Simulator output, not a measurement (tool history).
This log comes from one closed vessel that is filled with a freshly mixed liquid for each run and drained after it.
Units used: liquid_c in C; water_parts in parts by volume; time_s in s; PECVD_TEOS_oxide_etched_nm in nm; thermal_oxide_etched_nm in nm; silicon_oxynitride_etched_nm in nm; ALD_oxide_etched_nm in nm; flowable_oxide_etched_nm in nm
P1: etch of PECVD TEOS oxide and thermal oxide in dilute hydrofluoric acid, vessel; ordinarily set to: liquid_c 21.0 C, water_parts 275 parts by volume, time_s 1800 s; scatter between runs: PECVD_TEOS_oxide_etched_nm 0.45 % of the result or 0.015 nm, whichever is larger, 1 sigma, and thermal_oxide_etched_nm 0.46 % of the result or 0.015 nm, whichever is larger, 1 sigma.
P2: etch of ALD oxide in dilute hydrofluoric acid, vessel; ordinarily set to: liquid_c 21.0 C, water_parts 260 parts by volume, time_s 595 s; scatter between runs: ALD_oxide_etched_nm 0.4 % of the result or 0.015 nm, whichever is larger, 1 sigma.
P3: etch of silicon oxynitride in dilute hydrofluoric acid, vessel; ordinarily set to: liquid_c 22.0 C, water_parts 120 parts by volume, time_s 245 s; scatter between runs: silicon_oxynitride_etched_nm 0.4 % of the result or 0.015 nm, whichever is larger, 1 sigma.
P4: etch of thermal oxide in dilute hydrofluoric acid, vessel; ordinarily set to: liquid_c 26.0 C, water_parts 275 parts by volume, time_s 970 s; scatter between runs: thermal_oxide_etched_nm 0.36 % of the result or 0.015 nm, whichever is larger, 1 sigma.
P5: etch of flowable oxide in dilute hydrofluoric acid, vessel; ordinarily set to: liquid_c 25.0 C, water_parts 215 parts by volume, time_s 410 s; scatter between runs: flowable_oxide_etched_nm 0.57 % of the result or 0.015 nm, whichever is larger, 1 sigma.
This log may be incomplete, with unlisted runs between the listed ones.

run 1 hour=7.5 | process=P1 liquid_c=21.0 water_parts=275 time_s=1800 | PECVD_TEOS_oxide_etched_nm=40.88500 thermal_oxide_etched_nm=23.82600
run 2 hour=11.1 | process=P3 liquid_c=22.0 water_parts=120 time_s=365 | silicon_oxynitride_etched_nm=8.1649
run 3 hour=16.2 | process=P1 liquid_c=21.0 water_parts=380 time_s=1800 | PECVD_TEOS_oxide_etched_nm=26.95900 thermal_oxide_etched_nm=15.76600
run 4 hour=19.9 | process=P4 liquid_c=26.0 water_parts=275 time_s=970 | thermal_oxide_etched_nm=14.50300
run 5 hour=24.6 | process=P2 liquid_c=21.0 water_parts=260 time_s=595 | ALD_oxide_etched_nm=27.7840
run 6 hour=28.2 | process=P5 liquid_c=32.5 water_parts=215 time_s=410 | flowable_oxide_etched_nm=66.437
run 7 hour=33.8 | process=P3 liquid_c=22.0 water_parts=120 time_s=245 | silicon_oxynitride_etched_nm=5.3905
run 8 hour=40.8 | process=P2 liquid_c=21.0 water_parts=260 time_s=175 | ALD_oxide_etched_nm=8.2031
run 9 hour=47.5 | process=P5 liquid_c=25.0 water_parts=215 time_s=130 | flowable_oxide_etched_nm=16.337
run 10 hour=52.9 | process=P3 liquid_c=18.5 water_parts=120 time_s=245 | silicon_oxynitride_etched_nm=4.5881
run 11 hour=60.2 | process=P5 liquid_c=25.0 water_parts=215 time_s=410 | flowable_oxide_etched_nm=51.800
run 12 hour=65.5 | process=P1 liquid_c=21.0 water_parts=275 time_s=1800 | PECVD_TEOS_oxide_etched_nm=40.90000 thermal_oxide_etched_nm=23.60900
run 13 hour=71.2 | process=P1 liquid_c=21.0 water_parts=450 time_s=3400 | PECVD_TEOS_oxide_etched_nm=40.75100 thermal_oxide_etched_nm=23.60000
run 14 hour=75.6 | process=P1 liquid_c=21.0 water_parts=275 time_s=2760 | PECVD_TEOS_oxide_etched_nm=62.58500 thermal_oxide_etched_nm=36.32700
run 15 hour=81.2 | process=P1 liquid_c=17.0 water_parts=275 time_s=1800 | PECVD_TEOS_oxide_etched_nm=35.33800 thermal_oxide_etched_nm=20.43700
run 16 hour=88.5 | process=P3 liquid_c=22.0 water_parts=205 time_s=245 | silicon_oxynitride_etched_nm=2.9836
run 17 hour=92.1 | process=P5 liquid_c=25.0 water_parts=85 time_s=410 | flowable_oxide_etched_nm=153.400
run 18 hour=97.9 | process=P2 liquid_c=28.5 water_parts=260 time_s=595 | ALD_oxide_etched_nm=36.1840
run 19 hour=104.8 | process=P1 liquid_c=21.0 water_parts=130 time_s=1800 | PECVD_TEOS_oxide_etched_nm=99.67800 thermal_oxide_etched_nm=58.10800
run 20 hour=110.6 | process=P1 liquid_c=21.0 water_parts=275 time_s=1800 | PECVD_TEOS_oxide_etched_nm=41.29500 thermal_oxide_etched_nm=23.80100
run 21 hour=115.2 | process=P1 liquid_c=21.0 water_parts=275 time_s=30 | PECVD_TEOS_oxide_etched_nm=0.67798 thermal_oxide_etched_nm=0.38341
run 22 hour=120.3 | process=P2 liquid_c=21.0 water_parts=260 time_s=595 | ALD_oxide_etched_nm=27.8160
run 23 hour=125.6 | process=P1 liquid_c=21.0 water_parts=60 time_s=3340 | PECVD_TEOS_oxide_etched_nm=438.60000 thermal_oxide_etched_nm=255.04000
run 24 hour=132.1 | process=P1 liquid_c=21.0 water_parts=275 time_s=1800 | PECVD_TEOS_oxide_etched_nm=41.20900 thermal_oxide_etched_nm=23.76500
run 25 hour=136.8 | process=P2 liquid_c=21.0 water_parts=150 time_s=595 | ALD_oxide_etched_nm=53.7870
run 26 hour=141.6 | process=P1 liquid_c=28.5 water_parts=275 time_s=1800 | PECVD_TEOS_oxide_etched_nm=53.15600 thermal_oxide_etched_nm=30.66900
run 27 hour=149.0 | process=P4 liquid_c=26.0 water_parts=50 time_s=970 | thermal_oxide_etched_nm=105.12000
-- hour=150.6 hydrofluoric acid flow meter replaced
run 28 hour=154.6 | process=P4 liquid_c=19.5 water_parts=275 time_s=970 | thermal_oxide_etched_nm=11.63400
run 29 hour=160.7 | process=P5 liquid_c=25.0 water_parts=215 time_s=410 | flowable_oxide_etched_nm=51.762
run 30 hour=168.2 | process=P4 liquid_c=26.0 water_parts=275 time_s=465 | thermal_oxide_etched_nm=7.01540
run 31 hour=174.4 | process=P1 liquid_c=21.0 water_parts=275 time_s=1800 | PECVD_TEOS_oxide_etched_nm=41.01100 thermal_oxide_etched_nm=23.81700
run 32 hour=179.8 | process=P1 liquid_c=21.0 water_parts=275 time_s=1800 | PECVD_TEOS_oxide_etched_nm=42.77200 thermal_oxide_etched_nm=24.84900
run 33 hour=185.5 | process=P1 liquid_c=21.0 water_parts=275 time_s=1800 | PECVD_TEOS_oxide_etched_nm=43.49400 thermal_oxide_etched_nm=25.21100
run 34 hour=189.1 | process=P1 liquid_c=21.0 water_parts=275 time_s=1800 | PECVD_TEOS_oxide_etched_nm=43.77800 thermal_oxide_etched_nm=25.27500
run 35 hour=194.8 | process=P1 liquid_c=21.0 water_parts=275 time_s=1800 | PECVD_TEOS_oxide_etched_nm=44.27900 thermal_oxide_etched_nm=25.60800
run 36 hour=200.5 | process=P1 liquid_c=21.0 water_parts=275 time_s=1800 | PECVD_TEOS_oxide_etched_nm=43.92000 thermal_oxide_etched_nm=25.96000
run 37 hour=205.9 | process=P1 liquid_c=21.0 water_parts=275 time_s=1800 | PECVD_TEOS_oxide_etched_nm=44.14500 thermal_oxide_etched_nm=25.56200
run 38 hour=211.6 | process=P1 liquid_c=21.0 water_parts=275 time_s=1800 | PECVD_TEOS_oxide_etched_nm=44.64600 thermal_oxide_etched_nm=25.92100

P1 has crept away from where it was. The log is fitted equally well by each of these 2 causes, at the sizes shown:
A: hydrofluoric acid flow above the setpoint (%) = 6.62
B: liquid hotter than its thermometer reads (K) = 2.23
Onset of the creep was near hour 174.4.

The check runs listed below each take one wafer, and their results are still question marks. Under which run would the listed causes lead to clearly different results?
run check 1 hour=217.3 | process=P4 liquid_c=26.0 water_parts=275 time_s=970 | thermal_oxide_etched_nm=?
run check 2 hour=217.3 | process=P3 liquid_c=22.0 water_parts=120 time_s=245 | silicon_oxynitride_etched_nm=?
run check 3 hour=217.3 | process=P2 liquid_c=21.0 water_parts=260 time_s=595 | ALD_oxide_etched_nm=?
run check 4 hour=217.3 | process=P5 liquid_c=25.0 water_parts=215 time_s=410 | flowable_oxide_etched_nm=?

What every check run would give for each of its results, assuming each possible cause in turn:
check=check_1 result=thermal_oxide_etched_nm if_A=15.87700 if_B=15.77800
check=check_2 result=silicon_oxynitride_etched_nm if_A=5.8231 if_B=6.0314
check=check_3 result=ALD_oxide_etched_nm if_A=30.2140 if_B=30.2650
check=check_4 result=flowable_oxide_etched_nm if_A=55.926 if_B=55.984
How far apart the two closest causes lie, in the result that separates them most: check 1 0.63 %; check 2 3.51 %; check 3 0.17 %; check 4 0.1 %
The causes can be told apart only by check 2. The other checks would give nearly the same results under each of them.

Check 2 has now been run. It gave: silicon_oxynitride_etched_nm 5.8263 nm. Which of the candidate causes is it?

A is the cause: hydrofluoric acid flow above the setpoint (%).
